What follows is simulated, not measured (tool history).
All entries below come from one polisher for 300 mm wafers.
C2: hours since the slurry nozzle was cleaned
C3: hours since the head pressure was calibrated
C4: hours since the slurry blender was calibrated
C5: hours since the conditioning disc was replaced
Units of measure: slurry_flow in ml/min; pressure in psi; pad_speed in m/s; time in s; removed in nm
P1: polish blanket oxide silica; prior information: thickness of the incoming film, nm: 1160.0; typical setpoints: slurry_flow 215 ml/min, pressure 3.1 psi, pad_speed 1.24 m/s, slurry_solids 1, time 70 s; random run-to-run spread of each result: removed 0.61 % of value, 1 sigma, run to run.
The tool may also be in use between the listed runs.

Run 1, hour 11.1: slurry_flow 215 ml/min, pressure 3.1 psi, pad_speed 1.24 m/s, slurry_solids 1, time 70 s; wafers polished on this pad 885; C2 366.9; C3 168.6; C4 197.8; C5 317.8. Result: removed 161.87 nm.
Run 2, hour 19.3: slurry_flow 215 ml/min, pressure 3.1 psi, pad_speed 1.24 m/s, slurry_solids 1, time 70 s; wafers polished on this pad 947; C2 375.1; C3 176.8; C4 206; C5 326. Result: removed 162.18 nm.
Run 3, hour 27.3: slurry_flow 215 ml/min, pressure 3.1 psi, pad_speed 1.24 m/s, slurry_solids 1, time 70 s; wafers polished on this pad 1008; C2 383.1; C3 184.8; C4 214; C5 334. Result: removed 162.4 nm.
Run 4, hour 39.2: slurry_flow 215 ml/min, pressure 3.1 psi, pad_speed 1.24 m/s, slurry_solids 1.45, time 37 s; wafers polished on this pad 1097; C2 395; C3 196.7; C4 225.9; C5 345.9. Result: removed 99.625 nm.
Run 5, hour 45.7: slurry_flow 215 ml/min, pressure 3.1 psi, pad_speed 1.7 m/s, slurry_solids 1, time 70 s; wafers polished on this pad 1147; C2 401.5; C3 203.2; C4 232.4; C5 352.4. Result: removed 210.17 nm.
Run 6, hour 59.3: slurry_flow 335 ml/min, pressure 3.1 psi, pad_speed 1.24 m/s, slurry_solids 1, time 70 s; wafers polished on this pad 1249; C2 415.1; C3 216.8; C4 246; C5 366. Result: removed 169.31 nm.
Run 7, hour 67.9: slurry_flow 215 ml/min, pressure 1.4 psi, pad_speed 1.24 m/s, slurry_solids 1, time 70 s; wafers polished on this pad 1314; C2 423.7; C3 225.4; C4 254.6; C5 374.6. Result: removed 73.045 nm.
At hour 75.5: slurry blender recalibrated.
Run 8, hour 77.7: slurry_flow 165 ml/min, pressure 4.5 psi, pad_speed 1.24 m/s, slurry_solids 1, time 70 s; wafers polished on this pad 1388; C2 433.5; C3 235.2; C4 2.2; C5 384.4. Result: removed 228.42 nm.
Run 9, hour 86.4: slurry_flow 215 ml/min, pressure 1.8 psi, pad_speed 1.24 m/s, slurry_solids 1, time 52 s; wafers polished on this pad 1454; C2 442.2; C3 243.9; C4 10.9; C5 393.1. Result: removed 69.365 nm.
Run 10, hour 98.4: slurry_flow 215 ml/min, pressure 3.1 psi, pad_speed 1.24 m/s, slurry_solids 1, time 70 s; wafers polished on this pad 1544; C2 454.2; C3 255.9; C4 22.9; C5 405.1. Result: removed 160.41 nm.
Run 11, hour 112.6: slurry_flow 130 ml/min, pressure 3.1 psi, pad_speed 1.24 m/s, slurry_solids 1, time 70 s; wafers polished on this pad 1652; C2 468.4; C3 270.1; C4 37.1; C5 419.3. Result: removed 149.64 nm.
Run 12, hour 120.2: slurry_flow 215 ml/min, pressure 3.1 psi, pad_speed 0.56 m/s, slurry_solids 1, time 70 s; wafers polished on this pad 1709; C2 476; C3 277.7; C4 44.7; C5 426.9. Result: removed 85.539 nm.
Run 13, hour 131: slurry_flow 215 ml/min, pressure 4.9 psi, pad_speed 1.24 m/s, slurry_solids 1, time 70 s; wafers polished on this pad 1790; C2 486.8; C3 288.5; C4 55.5; C5 437.7. Result: removed 258.25 nm.
Run 14, hour 139.8: slurry_flow 215 ml/min, pressure 3.1 psi, pad_speed 1.24 m/s, slurry_solids 1.25, time 70 s; wafers polished on this pad 1857; C2 495.6; C3 297.3; C4 64.3; C5 446.5. Result: removed 181.18 nm.
Run 15, hour 146.1: slurry_flow 215 ml/min, pressure 3.1 psi, pad_speed 1.24 m/s, slurry_solids 1, time 45 s; wafers polished on this pad 1904; C2 501.9; C3 303.6; C4 70.6; C5 452.8. Result: removed 104.72 nm.
Run 16, hour 160.5: slurry_flow 215 ml/min, pressure 3.1 psi, pad_speed 1.24 m/s, slurry_solids 1, time 70 s; wafers polished on this pad 2013; C2 516.3; C3 318; C4 85; C5 467.2. Result: removed 162.72 nm.
Run 17, hour 168.7: slurry_flow 215 ml/min, pressure 3.1 psi, pad_speed 1.24 m/s, slurry_solids 1, time 70 s; wafers polished on this pad 2075; C2 524.5; C3 326.2; C4 93.2; C5 475.4. Result: removed 160.84 nm.
Run 18, hour 176.6: slurry_flow 215 ml/min, pressure 3.1 psi, pad_speed 1.24 m/s, slurry_solids 1, time 87 s; wafers polished on this pad 2135; C2 532.4; C3 334.1; C4 101.1; C5 483.3. Result: removed 201.85 nm.
Run 19, hour 188.5: slurry_flow 215 ml/min, pressure 3.1 psi, pad_speed 1.24 m/s, slurry_solids 0.55, time 70 s; wafers polished on this pad 2225; C2 544.3; C3 346; C4 113; C5 495.2. Result: removed 117.44 nm.
Run 20, hour 196.5: slurry_flow 215 ml/min, pressure 3.1 psi, pad_speed 1.24 m/s, slurry_solids 1, time 70 s; wafers polished on this pad 2285; C2 552.3; C3 354; C4 121; C5 503.2. Result: removed 161.92 nm.
Run 21, hour 204.6: slurry_flow 215 ml/min, pressure 3.1 psi, pad_speed 1.24 m/s, slurry_solids 1, time 70 s; wafers polished on this pad 2346; C2 560.4; C3 362.1; C4 129.1; C5 511.3. Result: removed 157.13 nm.
Run 22, hour 213.6: slurry_flow 215 ml/min, pressure 3.1 psi, pad_speed 1.24 m/s, slurry_solids 1, time 70 s; wafers polished on this pad 2414; C2 569.4; C3 371.1; C4 138.1; C5 520.3. Result: removed 153.12 nm.
At hour 224.4: slurry nozzle cleaned.
Run 23, hour 225.1: slurry_flow 215 ml/min, pressure 3.1 psi, pad_speed 1.24 m/s, slurry_solids 1, time 70 s; wafers polished on this pad 2501; C2 0.8; C3 382.6; C4 149.6; C5 531.8. Result: removed 151.67 nm.
Run 24, hour 232.9: slurry_flow 215 ml/min, pressure 3.1 psi, pad_speed 1.24 m/s, slurry_solids 1, time 70 s; wafers polished on this pad 2560; C2 8.6; C3 390.4; C4 157.4; C5 539.6. Result: removed 150.52 nm.
At hour 239.1: worn pad replaced by a new one.
Run 25, hour 242.9: slurry_flow 215 ml/min, pressure 3.1 psi, pad_speed 1.24 m/s, slurry_solids 1, time 70 s; wafers polished on this pad 29; C2 18.6; C3 400.4; C4 167.4; C5 549.6. Result: removed 148.64 nm.
At hour 254.4: conditioning disc replaced and pad reconditioned.
Run 26, hour 255.1: slurry_flow 215 ml/min, pressure 3.1 psi, pad_speed 1.24 m/s, slurry_solids 1, time 70 s; wafers polished on this pad 121; C2 30.8; C3 412.6; C4 179.6; C5 0.8. Result: removed 148.35 nm.
Run 27, hour 266.9: slurry_flow 215 ml/min, pressure 3.1 psi, pad_speed 1.24 m/s, slurry_solids 1, time 70 s; wafers polished on this pad 210; C2 42.6; C3 424.4; C4 191.4; C5 12.6. Result: removed 147.99 nm.
Run 28, hour 274.1: slurry_flow 215 ml/min, pressure 3.1 psi, pad_speed 1.24 m/s, slurry_solids 1, time 70 s; wafers polished on this pad 264; C2 49.8; C3 431.6; C4 198.6; C5 19.8. Result: removed 149.25 nm.

Compared with where it was, what P1 gives has crept away. Each cause listed below fits the log as well as the rest, at the size given for it:
A: abrasive missing from the slurry, % = 17.3
B: head's pressure below its setpoint, % = 8.66
At approximately hour 196.5, the process output began to creep.
Every other cause this tool's parts could produce, and why it does not fit the log:
removal rate lost through wear of the pad, %: maintenance at hour 239.1, after the shift began, did not return the process to its former output
slurry flow missing at the pad, %: maintenance at hour 224.4, after the shift began, did not return the process to its former output
time polished since the conditioner stopped cutting, s: maintenance at hour 254.4, after the shift began, did not return the process to its former output

Each of the check runs listed below is run on 3 wafers and reports their average, with the results left as question marks. Pick the one under which the possible causes would lead to clearly different results.
Run check 1, hour 281.3: slurry_flow 215 ml/min, pressure 4.6 psi, pad_speed 0.6 m/s, slurry_solids 1, time 70 s. Result: removed ?.
Run check 2, hour 281.3: slurry_flow 215 ml/min, pressure 3.1 psi, pad_speed 1.66 m/s, slurry_solids 1, time 70 s. Result: removed ?.
Run check 3, hour 281.3: slurry_flow 310 ml/min, pressure 3.1 psi, pad_speed 1.24 m/s, slurry_solids 0.55, time 70 s. Result: removed ?.
Run check 4, hour 281.3: slurry_flow 215 ml/min, pressure 3.1 psi, pad_speed 0.76 m/s, slurry_solids 1, time 70 s. Result: removed ?.

How each check would come out, cause by cause:
  check   result    if A    if B
check 1  removed  123.03  123.06
check 2  removed  187.14  187.19
check 3  removed  109.12  112.23
check 4  removed  100.17   100.2
Per-check spread between the two closest causes, in the result where they differ most: check 1 0.03 %; check 2 0.03 %; check 3 2.81 %; check 4 0.03 %
Only in check 3 would the causes give clearly different results; in the remaining checks their results would be nearly the same.

Check 3 was then run and gave: removed 109.29 nm. Which cause is it?

Of the candidate causes, it is A: abrasive missing from the slurry, %.
